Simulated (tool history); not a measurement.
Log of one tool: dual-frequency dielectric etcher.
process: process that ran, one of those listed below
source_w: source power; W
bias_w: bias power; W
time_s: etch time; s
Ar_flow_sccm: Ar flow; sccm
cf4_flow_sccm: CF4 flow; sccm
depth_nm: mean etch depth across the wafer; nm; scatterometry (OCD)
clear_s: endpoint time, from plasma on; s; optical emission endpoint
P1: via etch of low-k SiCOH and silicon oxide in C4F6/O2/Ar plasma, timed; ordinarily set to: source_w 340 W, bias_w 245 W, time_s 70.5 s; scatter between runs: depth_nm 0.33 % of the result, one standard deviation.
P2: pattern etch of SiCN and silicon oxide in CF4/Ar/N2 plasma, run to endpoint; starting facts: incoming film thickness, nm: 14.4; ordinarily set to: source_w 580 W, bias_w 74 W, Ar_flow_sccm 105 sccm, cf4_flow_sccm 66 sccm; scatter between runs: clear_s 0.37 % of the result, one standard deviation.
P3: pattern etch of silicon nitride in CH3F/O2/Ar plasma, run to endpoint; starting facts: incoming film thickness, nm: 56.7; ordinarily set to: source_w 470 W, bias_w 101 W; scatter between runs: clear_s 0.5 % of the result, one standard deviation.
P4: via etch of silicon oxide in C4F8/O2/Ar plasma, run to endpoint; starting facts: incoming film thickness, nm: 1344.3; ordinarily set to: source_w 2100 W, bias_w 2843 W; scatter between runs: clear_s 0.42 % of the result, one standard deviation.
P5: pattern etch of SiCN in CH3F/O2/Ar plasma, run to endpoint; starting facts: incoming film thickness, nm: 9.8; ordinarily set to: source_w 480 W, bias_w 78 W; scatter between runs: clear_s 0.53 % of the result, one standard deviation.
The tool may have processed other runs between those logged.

| run | hour | process | source_w | bias_w | time_s | Ar_flow_sccm | cf4_flow_sccm | hours since the last wet clean | hours since the last source power generator calibration | hours since the last bias power generator calibration | depth_nm | clear_s |
|---|---|---|---|---|---|---|---|---|---|---|---|---|
| 1 | 12.3 | P1 | 340 | 245 | 70.5 |  |  | 273.6 | 1672.4 | 999.4 | 202.46 |  |
| 2 | 23.3 | P4 | 2100 | 2843 |  |  |  | 284.6 | 1683.4 | 1010.4 |  | 235.710 |
|  | 29.1 | source power generator calibrated |
| 3 | 35.0 | P2 | 580 | 74 |  | 68 | 66 | 296.3 | 5.9 | 1022.1 |  | 12.938 |
|  | 37.3 | wet clean of the chamber |
| 4 | 43.2 | P1 | 340 | 245 | 70.5 |  |  | 6.0 | 14.1 | 1030.3 | 201.19 |  |
| 5 | 56.3 | P1 | 340 | 245 | 39.0 |  |  | 19.1 | 27.2 | 1043.4 | 111.67 |  |
| 6 | 68.8 | P3 | 470 | 101 |  |  |  | 31.6 | 39.7 | 1055.9 |  | 68.467 |
| 7 | 78.7 | P3 | 470 | 78 |  |  |  | 41.5 | 49.6 | 1065.8 |  | 74.793 |
| 8 | 85.8 | P3 | 650 | 101 |  |  |  | 48.6 | 56.7 | 1072.9 |  | 60.441 |
| 9 | 93.1 | P2 | 770 | 74 |  | 105 | 66 | 55.9 | 64.0 | 1080.2 |  | 10.745 |
| 10 | 100.1 | P1 | 430 | 245 | 47.5 |  |  | 62.9 | 71.0 | 1087.2 | 149.56 |  |
| 11 | 106.2 | P3 | 470 | 101 |  |  |  | 69.0 | 77.1 | 1093.3 |  | 68.130 |
| 12 | 114.4 | P1 | 340 | 245 | 70.5 |  |  | 77.2 | 85.3 | 1101.5 | 202.45 |  |
| 13 | 126.8 | P1 | 340 | 178 | 52.0 |  |  | 89.6 | 97.7 | 1113.9 | 134.62 |  |
| 14 | 136.5 | P2 | 580 | 74 |  | 105 | 66 | 99.3 | 107.4 | 1123.6 |  | 13.885 |
| 15 | 146.5 | P1 | 340 | 326 | 70.5 |  |  | 109.3 | 117.4 | 1133.6 | 223.61 |  |
| 16 | 159.7 | P1 | 220 | 245 | 70.5 |  |  | 122.5 | 130.6 | 1146.8 | 171.70 |  |
| 17 | 166.1 | P2 | 580 | 74 |  | 105 | 91 | 128.9 | 137.0 | 1153.2 |  | 13.141 |
| 18 | 173.0 | P1 | 340 | 245 | 70.5 |  |  | 135.8 | 143.9 | 1160.1 | 202.89 |  |
| 19 | 180.3 | P1 | 340 | 245 | 70.5 |  |  | 143.1 | 151.2 | 1167.4 | 202.62 |  |
| 20 | 189.1 | P5 | 480 | 101 |  |  |  | 151.9 | 160.0 | 1176.2 |  | 21.602 |
| 21 | 201.2 | P1 | 340 | 176 | 70.5 |  |  | 164.0 | 172.1 | 1188.3 | 181.52 |  |
| 22 | 208.4 | P4 | 1460 | 2843 |  |  |  | 171.2 | 179.3 | 1195.5 |  | 270.730 |
| 23 | 216.5 | P1 | 340 | 245 | 97.0 |  |  | 179.3 | 187.4 | 1203.6 | 277.24 |  |
| 24 | 227.7 | P5 | 650 | 78 |  |  |  | 190.5 | 198.6 | 1214.8 |  | 21.033 |
| 25 | 238.5 | P1 | 440 | 245 | 70.5 |  |  | 201.3 | 209.4 | 1225.6 | 222.09 |  |
| 26 | 251.7 | P5 | 480 | 78 |  |  |  | 214.5 | 222.6 | 1238.8 |  | 23.701 |
| 27 | 260.3 | P4 | 2100 | 3706 |  |  |  | 223.1 | 231.2 | 1247.4 |  | 215.770 |
| 28 | 270.7 | P2 | 580 | 58 |  | 105 | 66 | 233.5 | 241.6 | 1257.8 |  | 15.021 |
| 29 | 277.9 | P1 | 340 | 245 | 70.5 |  |  | 240.7 | 248.8 | 1265.0 | 203.49 |  |
| 30 | 284.6 | P1 | 340 | 245 | 70.5 |  |  | 247.4 | 255.5 | 1271.7 | 200.65 |  |
| 31 | 296.9 | P1 | 340 | 245 | 70.5 |  |  | 259.7 | 267.8 | 1284.0 | 200.56 |  |
| 32 | 310.0 | P1 | 340 | 245 | 70.5 |  |  | 272.8 | 280.9 | 1297.1 | 201.21 |  |
|  | 319.1 | wet clean of the chamber |
| 33 | 320.9 | P1 | 340 | 245 | 70.5 |  |  | 1.8 | 291.8 | 1308.0 | 198.73 |  |
| 34 | 329.8 | P1 | 340 | 245 | 70.5 |  |  | 10.7 | 300.7 | 1316.9 | 200.09 |  |
| 35 | 340.7 | P1 | 340 | 245 | 70.5 |  |  | 21.6 | 311.6 | 1327.8 | 199.01 |  |
| 36 | 352.1 | P1 | 340 | 245 | 70.5 |  |  | 33.0 | 323.0 | 1339.2 | 199.66 |  |

The output of P1 has drifted from where it used to be. Each of the 2 causes below, taken at the size shown beside it, accounts for the log equally well:
A: source power that arrives under what is set, % = 4.28
B: bias power that arrives under what is set, % = 4.81
At approximately hour 277.9, the process output began to creep.
Ruled out, with reasons:
chamber walls in a state that lowers the etch rate, %: serviced at hour 319.1, which brought nothing back

The 4 check runs listed below each average the results of 2 wafers, and their outcomes are marked with question marks. Under which run would the listed causes produce clearly different results?
| check 1 | 363.5 | P2 | 580 | 74 |  | 84 | 66 |  |  |  |  | ? |
| check 2 | 363.5 | P5 | 620 | 95 |  |  |  |  |  |  |  | ? |
| check 3 | 363.5 | P4 | 1600 | 2843 |  |  |  |  |  |  |  | ? |
| check 4 | 363.5 | P3 | 650 | 101 |  |  |  |  |  |  |  | ? |

Expected result of each check under each candidate cause:
| check | result | if A | if B |
|---|---|---|---|
| check 1 | clear_s | 13.897 | 13.585 |
| check 2 | clear_s | 20.371 | 20.401 |
| check 3 | clear_s | 266.130 | 265.670 |
| check 4 | clear_s | 61.686 | 61.749 |
Distance between the nearest two causes, measured in the result of the check that separates them most: check 1 2.27 %; check 2 0.15 %; check 3 0.17 %; check 4 0.1 %
The causes can be told apart only by check 1. The other checks would give nearly the same results under each of them.

Here is what check 1 returned: clear_s 13.590 s. Which cause is it?

The correct cause is B, namely: bias power that arrives under what is set, %.

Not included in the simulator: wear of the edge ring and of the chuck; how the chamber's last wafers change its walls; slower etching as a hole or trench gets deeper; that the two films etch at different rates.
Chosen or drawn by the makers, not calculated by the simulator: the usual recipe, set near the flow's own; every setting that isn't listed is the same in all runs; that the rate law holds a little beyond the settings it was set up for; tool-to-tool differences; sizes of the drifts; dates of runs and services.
